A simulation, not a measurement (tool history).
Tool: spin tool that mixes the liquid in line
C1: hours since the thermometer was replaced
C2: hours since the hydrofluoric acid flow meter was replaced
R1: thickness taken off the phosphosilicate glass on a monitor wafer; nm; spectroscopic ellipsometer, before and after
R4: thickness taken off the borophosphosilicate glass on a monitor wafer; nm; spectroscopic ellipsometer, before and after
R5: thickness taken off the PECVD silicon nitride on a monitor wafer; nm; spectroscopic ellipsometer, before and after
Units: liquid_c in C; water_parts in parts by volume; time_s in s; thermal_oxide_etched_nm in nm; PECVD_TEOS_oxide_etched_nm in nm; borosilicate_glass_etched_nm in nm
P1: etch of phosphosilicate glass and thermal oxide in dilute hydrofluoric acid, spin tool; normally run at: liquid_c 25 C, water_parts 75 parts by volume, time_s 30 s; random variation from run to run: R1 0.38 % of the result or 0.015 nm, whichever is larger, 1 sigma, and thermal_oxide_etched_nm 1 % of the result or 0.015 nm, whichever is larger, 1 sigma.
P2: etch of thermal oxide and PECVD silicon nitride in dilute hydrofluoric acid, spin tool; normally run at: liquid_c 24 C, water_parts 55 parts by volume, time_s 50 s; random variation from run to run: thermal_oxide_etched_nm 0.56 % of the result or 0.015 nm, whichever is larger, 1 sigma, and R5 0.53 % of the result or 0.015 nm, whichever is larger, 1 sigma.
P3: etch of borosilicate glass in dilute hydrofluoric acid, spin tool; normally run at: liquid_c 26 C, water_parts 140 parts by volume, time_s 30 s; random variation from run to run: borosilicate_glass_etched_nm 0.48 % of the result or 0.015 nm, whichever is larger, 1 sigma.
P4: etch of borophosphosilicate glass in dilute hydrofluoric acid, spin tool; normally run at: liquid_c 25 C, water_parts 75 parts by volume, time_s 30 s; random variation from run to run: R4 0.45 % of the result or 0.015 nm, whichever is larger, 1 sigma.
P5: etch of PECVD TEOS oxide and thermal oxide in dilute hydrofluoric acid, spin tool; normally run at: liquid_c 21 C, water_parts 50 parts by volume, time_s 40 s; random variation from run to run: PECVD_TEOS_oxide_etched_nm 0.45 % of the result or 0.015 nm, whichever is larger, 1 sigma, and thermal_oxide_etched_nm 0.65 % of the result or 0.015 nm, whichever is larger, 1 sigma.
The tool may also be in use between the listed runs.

{"run": 1, "hour": 9.6, "process": "P1", "liquid_c": 25, "water_parts": 75, "time_s": 30, "C1": 559.1, "C2": 580.8, "R1": 84.063, "thermal_oxide_etched_nm": 2.0797}
{"run": 2, "hour": 17.4, "process": "P1", "liquid_c": 25, "water_parts": 75, "time_s": 30, "C1": 566.9, "C2": 588.6, "R1": 84.657, "thermal_oxide_etched_nm": 2.0676}
{"run": 3, "hour": 23.4, "process": "P5", "liquid_c": 17, "water_parts": 50, "time_s": 40, "C1": 572.9, "C2": 594.6, "thermal_oxide_etched_nm": 2.9784, "PECVD_TEOS_oxide_etched_nm": 5.5064}
{"run": 4, "hour": 35.4, "process": "P4", "liquid_c": 25, "water_parts": 75, "time_s": 15, "C1": 584.9, "C2": 606.6, "R4": 7.1874}
{"run": 5, "hour": 41.6, "process": "P1", "liquid_c": 25, "water_parts": 75, "time_s": 30, "C1": 591.1, "C2": 612.8, "R1": 83.65, "thermal_oxide_etched_nm": 2.116}
{"run": 6, "hour": 50.0, "process": "P1", "liquid_c": 25, "water_parts": 75, "time_s": 15, "C1": 599.5, "C2": 621.2, "R1": 41.973, "thermal_oxide_etched_nm": 1.0289}
{"run": 7, "hour": 56.6, "process": "P2", "liquid_c": 24, "water_parts": 55, "time_s": 20, "C1": 606.1, "C2": 627.8, "thermal_oxide_etched_nm": 1.7763, "R5": 2.0172}
{"run": 8, "hour": 66.0, "process": "P1", "liquid_c": 20, "water_parts": 30, "time_s": 30, "C1": 615.5, "C2": 637.2, "R1": 180.77, "thermal_oxide_etched_nm": 4.5773}
{"run": 9, "hour": 77.3, "process": "P4", "liquid_c": 25, "water_parts": 125, "time_s": 30, "C1": 626.8, "C2": 648.5, "R4": 8.0804}
{"run": 10, "hour": 88.0, "process": "P1", "liquid_c": 25, "water_parts": 75, "time_s": 30, "C1": 637.5, "C2": 659.2, "R1": 83.968, "thermal_oxide_etched_nm": 2.1191}
{"run": 11, "hour": 94.1, "process": "P2", "liquid_c": 24, "water_parts": 55, "time_s": 50, "C1": 643.6, "C2": 665.3, "thermal_oxide_etched_nm": 4.4659, "R5": 5.0424}
{"run": 12, "hour": 102.6, "process": "P1", "liquid_c": 20.5, "water_parts": 75, "time_s": 30, "C1": 652.1, "C2": 673.8, "R1": 70.13, "thermal_oxide_etched_nm": 1.7277}
{"run": 13, "hour": 112.9, "process": "P1", "liquid_c": 25, "water_parts": 40, "time_s": 45, "C1": 662.4, "C2": 684.1, "R1": 248.03, "thermal_oxide_etched_nm": 6.1653}
{"run": 14, "hour": 119.8, "process": "P4", "liquid_c": 31, "water_parts": 75, "time_s": 30, "C1": 669.3, "C2": 691, "R4": 18.118}
{"run": 15, "hour": 127.9, "process": "P3", "liquid_c": 26, "water_parts": 140, "time_s": 30, "C1": 677.4, "C2": 699.1, "borosilicate_glass_etched_nm": 11.552}
{"run": 16, "hour": 135.2, "process": "P1", "liquid_c": 25, "water_parts": 75, "time_s": 30, "C1": 684.7, "C2": 706.4, "R1": 83.929, "thermal_oxide_etched_nm": 2.0662}
{"run": 17, "hour": 145.8, "process": "P1", "liquid_c": 25, "water_parts": 75, "time_s": 55, "C1": 695.3, "C2": 717, "R1": 154.54, "thermal_oxide_etched_nm": 3.8854}
{"run": 18, "hour": 154.4, "process": "P1", "liquid_c": 25, "water_parts": 125, "time_s": 30, "C1": 703.9, "C2": 725.6, "R1": 47.245, "thermal_oxide_etched_nm": 1.1794}
{"run": 19, "hour": 166.2, "process": "P1", "liquid_c": 30, "water_parts": 75, "time_s": 30, "C1": 715.7, "C2": 737.4, "R1": 102.8, "thermal_oxide_etched_nm": 2.5326}
{"run": 20, "hour": 174.8, "process": "P5", "liquid_c": 21, "water_parts": 50, "time_s": 65, "C1": 724.3, "C2": 746, "thermal_oxide_etched_nm": 5.7421, "PECVD_TEOS_oxide_etched_nm": 10.646}
{"run": 21, "hour": 181.5, "process": "P5", "liquid_c": 21, "water_parts": 90, "time_s": 40, "C1": 731, "C2": 752.7, "thermal_oxide_etched_nm": 1.8556, "PECVD_TEOS_oxide_etched_nm": 3.4045}
{"run": 22, "hour": 188.7, "process": "P2", "liquid_c": 19.5, "water_parts": 55, "time_s": 50, "C1": 738.2, "C2": 759.9, "thermal_oxide_etched_nm": 3.7264, "R5": 3.7232}
{"run": 23, "hour": 195.3, "process": "P2", "liquid_c": 24, "water_parts": 20, "time_s": 50, "C1": 744.8, "C2": 766.5, "thermal_oxide_etched_nm": 12.974, "R5": 13.313}
{"run": 24, "hour": 203.2, "process": "P5", "liquid_c": 21, "water_parts": 50, "time_s": 40, "C1": 752.7, "C2": 774.4, "thermal_oxide_etched_nm": 3.515, "PECVD_TEOS_oxide_etched_nm": 6.5392}
{"run": 25, "hour": 211.7, "process": "P4", "liquid_c": 25, "water_parts": 75, "time_s": 30, "C1": 761.2, "C2": 782.9, "R4": 14.348}
{"run": 26, "hour": 219.8, "process": "P3", "liquid_c": 20.5, "water_parts": 140, "time_s": 30, "C1": 769.3, "C2": 791, "borosilicate_glass_etched_nm": 9.4026}
{"run": 27, "hour": 228.3, "process": "P3", "liquid_c": 26, "water_parts": 55, "time_s": 30, "C1": 777.8, "C2": 799.5, "borosilicate_glass_etched_nm": 32.751}
{"run": 28, "hour": 235.3, "process": "P3", "liquid_c": 26, "water_parts": 140, "time_s": 15, "C1": 784.8, "C2": 806.5, "borosilicate_glass_etched_nm": 5.7566}
{"run": 29, "hour": 243.4, "process": "P1", "liquid_c": 25, "water_parts": 40, "time_s": 30, "C1": 792.9, "C2": 814.6, "R1": 164.73, "thermal_oxide_etched_nm": 4.1692}
{"run": 30, "hour": 250.9, "process": "P1", "liquid_c": 25, "water_parts": 75, "time_s": 30, "C1": 800.4, "C2": 822.1, "R1": 84.891, "thermal_oxide_etched_nm": 2.0944}
{"run": 31, "hour": 262.3, "process": "P1", "liquid_c": 25, "water_parts": 75, "time_s": 30, "C1": 811.8, "C2": 833.5, "R1": 82.179, "thermal_oxide_etched_nm": 2.0053}
{"run": 32, "hour": 269.9, "process": "P1", "liquid_c": 25, "water_parts": 75, "time_s": 30, "C1": 819.4, "C2": 841.1, "R1": 80.815, "thermal_oxide_etched_nm": 2.0239}
{"run": 33, "hour": 278.1, "process": "P1", "liquid_c": 25, "water_parts": 75, "time_s": 30, "C1": 827.6, "C2": 849.3, "R1": 79.593, "thermal_oxide_etched_nm": 2.0025}
{"run": 34, "hour": 289.5, "process": "P1", "liquid_c": 25, "water_parts": 75, "time_s": 30, "C1": 839, "C2": 860.7, "R1": 78.986, "thermal_oxide_etched_nm": 1.9415}
{"run": 35, "hour": 297.1, "process": "P1", "liquid_c": 25, "water_parts": 75, "time_s": 30, "C1": 846.6, "C2": 868.3, "R1": 78.281, "thermal_oxide_etched_nm": 1.9296}
{"run": 36, "hour": 307.7, "process": "P1", "liquid_c": 25, "water_parts": 75, "time_s": 30, "C1": 857.2, "C2": 878.9, "R1": 78.088, "thermal_oxide_etched_nm": 1.9973}
{"run": 37, "hour": 315.4, "process": "P1", "liquid_c": 25, "water_parts": 75, "time_s": 30, "C1": 864.9, "C2": 886.6, "R1": 78.274, "thermal_oxide_etched_nm": 1.9322}
{"run": 38, "hour": 322.6, "process": "P1", "liquid_c": 25, "water_parts": 75, "time_s": 30, "C1": 872.1, "C2": 893.8, "R1": 77.781, "thermal_oxide_etched_nm": 1.9618}
{"run": 39, "hour": 333.1, "process": "P1", "liquid_c": 25, "water_parts": 75, "time_s": 30, "C1": 882.6, "C2": 904.3, "R1": 77.489, "thermal_oxide_etched_nm": 1.8974}
{"run": 40, "hour": 341.2, "process": "P1", "liquid_c": 25, "water_parts": 75, "time_s": 30, "C1": 890.7, "C2": 912.4, "R1": 77.609, "thermal_oxide_etched_nm": 1.946}

What P1 gives has crept away from where it was. These 2 causes fit the log equally well, each at the size given:
A: liquid colder than its thermometer reads (K) = 1.99
B: hydrofluoric acid flow below the setpoint (%) = 7
The creep began at about hour 250.9.

4 check runs are offered, one wafer each, their results left as question marks. Which one tells the causes apart?
{"run": "check 1", "hour": 349.3, "process": "P2", "liquid_c": 24, "water_parts": 55, "time_s": 50, "thermal_oxide_etched_nm": "?", "R5": "?"}
{"run": "check 2", "hour": 349.3, "process": "P4", "liquid_c": 25, "water_parts": 75, "time_s": 30, "R4": "?"}
{"run": "check 3", "hour": 349.3, "process": "P3", "liquid_c": 26, "water_parts": 140, "time_s": 30, "borosilicate_glass_etched_nm": "?"}
{"run": "check 4", "hour": 349.3, "process": "P5", "liquid_c": 21, "water_parts": 50, "time_s": 40, "thermal_oxide_etched_nm": "?", "PECVD_TEOS_oxide_etched_nm": "?"}

What each check would give under each cause:
check=check_1 result=thermal_oxide_etched_nm if_A=4.1312 if_B=4.1486
check=check_1 result=R5 if_A=4.4064 if_B=4.6962
check=check_2 result=R4 if_A=13.154 if_B=13.158
check=check_3 result=borosilicate_glass_etched_nm if_A=10.706 if_B=10.606
check=check_4 result=thermal_oxide_etched_nm if_A=3.2323 if_B=3.2563
check=check_4 result=PECVD_TEOS_oxide_etched_nm if_A=5.9839 if_B=6.0283
How far apart the two closest causes lie, in the result that separates them most: check 1 6.37 %; check 2 0.03 %; check 3 0.94 %; check 4 0.74 %
Check 1 tells the causes apart: in the others they would give nearly the same result.

Then check 1 was run and gave: thermal_oxide_etched_nm 4.1003 nm; R5 4.4349 nm. Which cause is it?

It is A: liquid colder than its thermometer reads (K).

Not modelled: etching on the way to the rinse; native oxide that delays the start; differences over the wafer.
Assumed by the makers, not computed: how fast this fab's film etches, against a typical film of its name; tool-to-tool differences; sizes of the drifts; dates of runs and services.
